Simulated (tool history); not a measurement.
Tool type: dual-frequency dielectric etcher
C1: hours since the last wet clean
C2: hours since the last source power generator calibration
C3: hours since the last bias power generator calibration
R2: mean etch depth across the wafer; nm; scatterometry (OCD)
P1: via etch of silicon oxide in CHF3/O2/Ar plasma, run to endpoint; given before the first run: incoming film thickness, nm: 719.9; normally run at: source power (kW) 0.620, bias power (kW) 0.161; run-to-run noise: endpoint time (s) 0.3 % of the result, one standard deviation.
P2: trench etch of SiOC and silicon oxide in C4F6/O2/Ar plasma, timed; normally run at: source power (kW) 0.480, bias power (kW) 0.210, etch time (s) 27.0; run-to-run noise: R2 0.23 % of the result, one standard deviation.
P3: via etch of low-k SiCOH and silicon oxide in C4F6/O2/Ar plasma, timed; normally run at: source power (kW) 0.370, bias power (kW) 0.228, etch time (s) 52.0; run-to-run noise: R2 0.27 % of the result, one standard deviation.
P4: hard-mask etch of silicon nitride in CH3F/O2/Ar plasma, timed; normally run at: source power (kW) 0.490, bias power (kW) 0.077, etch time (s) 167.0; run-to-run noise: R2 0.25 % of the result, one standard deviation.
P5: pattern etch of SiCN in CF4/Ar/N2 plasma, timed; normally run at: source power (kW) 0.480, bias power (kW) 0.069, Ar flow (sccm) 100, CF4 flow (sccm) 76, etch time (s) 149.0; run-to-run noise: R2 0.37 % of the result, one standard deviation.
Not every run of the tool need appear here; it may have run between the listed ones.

{"run": 1, "hour": 6.1, "process that ran": "P1", "source power (kW)": 0.62, "bias power (kW)": 0.161, "C1": 193.4, "C2": 986.4, "C3": 1065.9, "endpoint time (s)": 375.24}
{"run": 2, "hour": 12.5, "process that ran": "P5", "source power (kW)": 0.48, "bias power (kW)": 0.069, "Ar flow (sccm)": 100, "CF4 flow (sccm)": 76, "etch time (s)": 204.5, "C1": 199.8, "C2": 992.8, "C3": 1072.3, "R2": 183.55}
{"run": 3, "hour": 20.8, "process that ran": "P1", "source power (kW)": 0.62, "bias power (kW)": 0.161, "C1": 208.1, "C2": 1001.1, "C3": 1080.6, "endpoint time (s)": 374.41}
{"run": 4, "hour": 27.4, "process that ran": "P3", "source power (kW)": 0.37, "bias power (kW)": 0.228, "etch time (s)": 76.5, "C1": 214.7, "C2": 1007.7, "C3": 1087.2, "R2": 217.58}
{"run": 5, "hour": 36.2, "process that ran": "P4", "source power (kW)": 0.49, "bias power (kW)": 0.077, "etch time (s)": 104.5, "C1": 223.5, "C2": 1016.5, "C3": 1096.0, "R2": 84.7}
{"run": 6, "hour": 45.9, "process that ran": "P1", "source power (kW)": 0.87, "bias power (kW)": 0.208, "C1": 233.2, "C2": 1026.2, "C3": 1105.7, "endpoint time (s)": 301.05}
{"run": 7, "hour": 51.6, "process that ran": "P5", "source power (kW)": 0.48, "bias power (kW)": 0.069, "Ar flow (sccm)": 100, "CF4 flow (sccm)": 76, "etch time (s)": 149.0, "C1": 238.9, "C2": 1031.9, "C3": 1111.4, "R2": 135.22}
{"run": 8, "hour": 59.3, "process that ran": "P1", "source power (kW)": 0.62, "bias power (kW)": 0.161, "C1": 246.6, "C2": 1039.6, "C3": 1119.1, "endpoint time (s)": 375.2}
{"run": 9, "hour": 65.2, "process that ran": "P3", "source power (kW)": 0.3, "bias power (kW)": 0.228, "etch time (s)": 52.0, "C1": 252.5, "C2": 1045.5, "C3": 1125.0, "R2": 136.66}
{"run": 10, "hour": 69.9, "process that ran": "P1", "source power (kW)": 0.62, "bias power (kW)": 0.11, "C1": 257.2, "C2": 1050.2, "C3": 1129.7, "endpoint time (s)": 421.49}
{"run": 11, "hour": 74.7, "process that ran": "P3", "source power (kW)": 0.37, "bias power (kW)": 0.228, "etch time (s)": 52.0, "C1": 262.0, "C2": 1055.0, "C3": 1134.5, "R2": 148.26}
{"run": 12, "hour": 80.9, "process that ran": "P4", "source power (kW)": 0.49, "bias power (kW)": 0.077, "etch time (s)": 167.0, "C1": 268.2, "C2": 1061.2, "C3": 1140.7, "R2": 135.28}
{"run": 13, "hour": 88.4, "process that ran": "P5", "source power (kW)": 0.48, "bias power (kW)": 0.069, "Ar flow (sccm)": 100, "CF4 flow (sccm)": 51, "etch time (s)": 149.0, "C1": 275.7, "C2": 1068.7, "C3": 1148.2, "R2": 126.65}
{"run": 14, "hour": 95.3, "process that ran": "P4", "source power (kW)": 0.6, "bias power (kW)": 0.077, "etch time (s)": 167.0, "C1": 282.6, "C2": 1075.6, "C3": 1155.1, "R2": 145.91}
{"run": 15, "hour": 99.8, "process that ran": "P1", "source power (kW)": 0.62, "bias power (kW)": 0.161, "C1": 287.1, "C2": 1080.1, "C3": 1159.6, "endpoint time (s)": 374.11}
{"run": 16, "hour": 107.6, "process that ran": "P1", "source power (kW)": 0.62, "bias power (kW)": 0.225, "C1": 294.9, "C2": 1087.9, "C3": 1167.4, "endpoint time (s)": 334.63}
{"run": 17, "hour": 115.4, "process that ran": "P1", "source power (kW)": 0.62, "bias power (kW)": 0.161, "C1": 302.7, "C2": 1095.7, "C3": 1175.2, "endpoint time (s)": 374.93}
{"run": 18, "hour": 121.9, "process that ran": "P3", "source power (kW)": 0.37, "bias power (kW)": 0.134, "etch time (s)": 52.0, "C1": 309.2, "C2": 1102.2, "C3": 1181.7, "R2": 125.03}
{"run": 19, "hour": 129.0, "process that ran": "P2", "source power (kW)": 0.48, "bias power (kW)": 0.21, "etch time (s)": 27.0, "C1": 316.3, "C2": 1109.3, "C3": 1188.8, "R2": 59.559}
{"run": 20, "hour": 138.2, "process that ran": "P1", "source power (kW)": 0.62, "bias power (kW)": 0.161, "C1": 325.5, "C2": 1118.5, "C3": 1198.0, "endpoint time (s)": 376.86}
{"run": 21, "hour": 146.7, "process that ran": "P2", "source power (kW)": 0.48, "bias power (kW)": 0.294, "etch time (s)": 27.0, "C1": 334.0, "C2": 1127.0, "C3": 1206.5, "R2": 66.235}
{"run": 22, "hour": 155.4, "process that ran": "P1", "source power (kW)": 0.38, "bias power (kW)": 0.224, "C1": 342.7, "C2": 1135.7, "C3": 1215.2, "endpoint time (s)": 402.68}
{"run": 23, "hour": 160.6, "process that ran": "P2", "source power (kW)": 0.48, "bias power (kW)": 0.21, "etch time (s)": 19.5, "C1": 347.9, "C2": 1140.9, "C3": 1220.4, "R2": 42.919}
{"run": 24, "hour": 167.9, "process that ran": "P5", "source power (kW)": 0.36, "bias power (kW)": 0.069, "Ar flow (sccm)": 100, "CF4 flow (sccm)": 76, "etch time (s)": 149.0, "C1": 355.2, "C2": 1148.2, "C3": 1227.7, "R2": 103.96}
{"run": 25, "hour": 175.9, "process that ran": "P4", "source power (kW)": 0.49, "bias power (kW)": 0.104, "etch time (s)": 167.0, "C1": 363.2, "C2": 1156.2, "C3": 1235.7, "R2": 150.2}
{"run": 26, "hour": 184.3, "process that ran": "P1", "source power (kW)": 0.74, "bias power (kW)": 0.161, "C1": 371.6, "C2": 1164.6, "C3": 1244.1, "endpoint time (s)": 351.47}
{"run": 27, "hour": 194.0, "process that ran": "P5", "source power (kW)": 0.48, "bias power (kW)": 0.069, "Ar flow (sccm)": 61, "CF4 flow (sccm)": 76, "etch time (s)": 149.0, "C1": 381.3, "C2": 1174.3, "C3": 1253.8, "R2": 142.88}
{"run": 28, "hour": 199.9, "process that ran": "P1", "source power (kW)": 0.36, "bias power (kW)": 0.161, "C1": 387.2, "C2": 1180.2, "C3": 1259.7, "endpoint time (s)": 459.73}
{"run": 29, "hour": 205.0, "process that ran": "P5", "source power (kW)": 0.48, "bias power (kW)": 0.042, "Ar flow (sccm)": 100, "CF4 flow (sccm)": 76, "etch time (s)": 149.0, "C1": 392.3, "C2": 1185.3, "C3": 1264.8, "R2": 115.01}
{"run": 30, "hour": 212.3, "process that ran": "P1", "source power (kW)": 0.62, "bias power (kW)": 0.161, "C1": 399.6, "C2": 1192.6, "C3": 1272.1, "endpoint time (s)": 374.65}
{"run": 31, "hour": 222.6, "process that ran": "P2", "source power (kW)": 0.29, "bias power (kW)": 0.21, "etch time (s)": 27.0, "C1": 409.9, "C2": 1202.9, "C3": 1282.4, "R2": 48.955}
{"run": 32, "hour": 230.4, "process that ran": "P5", "source power (kW)": 0.48, "bias power (kW)": 0.069, "Ar flow (sccm)": 100, "CF4 flow (sccm)": 76, "etch time (s)": 149.0, "C1": 417.7, "C2": 1210.7, "C3": 1290.2, "R2": 135.12}
{"run": 33, "hour": 240.7, "process that ran": "P1", "source power (kW)": 0.62, "bias power (kW)": 0.161, "C1": 428.0, "C2": 1221.0, "C3": 1300.5, "endpoint time (s)": 373.3}
{"run": 34, "hour": 249.9, "process that ran": "P1", "source power (kW)": 0.62, "bias power (kW)": 0.161, "C1": 437.2, "C2": 1230.2, "C3": 1309.7, "endpoint time (s)": 371.41}
{"run": 35, "hour": 255.9, "process that ran": "P1", "source power (kW)": 0.62, "bias power (kW)": 0.161, "C1": 443.2, "C2": 1236.2, "C3": 1315.7, "endpoint time (s)": 369.02}
{"run": 36, "hour": 265.1, "process that ran": "P1", "source power (kW)": 0.62, "bias power (kW)": 0.161, "C1": 452.4, "C2": 1245.4, "C3": 1324.9, "endpoint time (s)": 369.66}
{"run": 37, "hour": 270.5, "process that ran": "P1", "source power (kW)": 0.62, "bias power (kW)": 0.161, "C1": 457.8, "C2": 1250.8, "C3": 1330.3, "endpoint time (s)": 367.41}
{"run": 38, "hour": 277.3, "process that ran": "P1", "source power (kW)": 0.62, "bias power (kW)": 0.161, "C1": 464.6, "C2": 1257.6, "C3": 1337.1, "endpoint time (s)": 371.17}
{"hour": 281.1, "done": "wet clean of the chamber"}
{"run": 39, "hour": 285.7, "process that ran": "P1", "source power (kW)": 0.62, "bias power (kW)": 0.161, "C1": 4.7, "C2": 1266.0, "C3": 1345.5, "endpoint time (s)": 368.07}
{"run": 40, "hour": 291.8, "process that ran": "P1", "source power (kW)": 0.62, "bias power (kW)": 0.161, "C1": 10.8, "C2": 1272.1, "C3": 1351.6, "endpoint time (s)": 367.55}
{"run": 41, "hour": 299.3, "process that ran": "P1", "source power (kW)": 0.62, "bias power (kW)": 0.161, "C1": 18.3, "C2": 1279.6, "C3": 1359.1, "endpoint time (s)": 368.81}

The output of P1 has drifted from where it used to be. Each of the 2 causes below, taken at the size shown beside it, accounts for the log equally well:
A: source power that arrives over what is set, % = 3.99
B: bias power that arrives over what is set, % = 4.68
At approximately hour 240.7, the process output began to creep.
All other causes, with the reason each is excluded:
chamber walls in a state that raises the etch rate, %: serviced at hour 281.1, after the change had begun; the process did not return to its earlier output

The list below offers 4 check runs, each averaging the results of 2 wafers, and shows each result as a question mark. For which of them would the listed causes give clearly different results?
{"run": "check 1", "hour": 306.8, "process that ran": "P5", "source power (kW)": 0.48, "bias power (kW)": 0.042, "Ar flow (sccm)": 100, "CF4 flow (sccm)": 76, "etch time (s)": 149.0, "R2": "?"}
{"run": "check 2", "hour": 306.8, "process that ran": "P4", "source power (kW)": 0.49, "bias power (kW)": 0.097, "etch time (s)": 167.0, "R2": "?"}
{"run": "check 3", "hour": 306.8, "process that ran": "P2", "source power (kW)": 0.29, "bias power (kW)": 0.288, "etch time (s)": 27.0, "R2": "?"}
{"run": "check 4", "hour": 306.8, "process that ran": "P3", "source power (kW)": 0.37, "bias power (kW)": 0.169, "etch time (s)": 76.5, "R2": "?"}

Expected result of each check under each candidate cause:
check=check_1 result=R2 if_A=119.030 if_B=116.530
check=check_2 result=R2 if_A=148.860 if_B=149.140
check=check_3 result=R2 if_A=55.296 if_B=55.379
check=check_4 result=R2 if_A=201.100 if_B=200.920
Separation of the two closest causes in each check, using whichever result separates them best: check 1 2.13 %; check 2 0.19 %; check 3 0.15 %; check 4 0.09 %
Check 1 distinguishes between the causes, while the remaining checks would return nearly the same result for all of them.

Check 1 has now been run. It gave: R2 116.520 nm. Which of the candidate causes is it?

The cause is B: bias power that arrives over what is set, %.
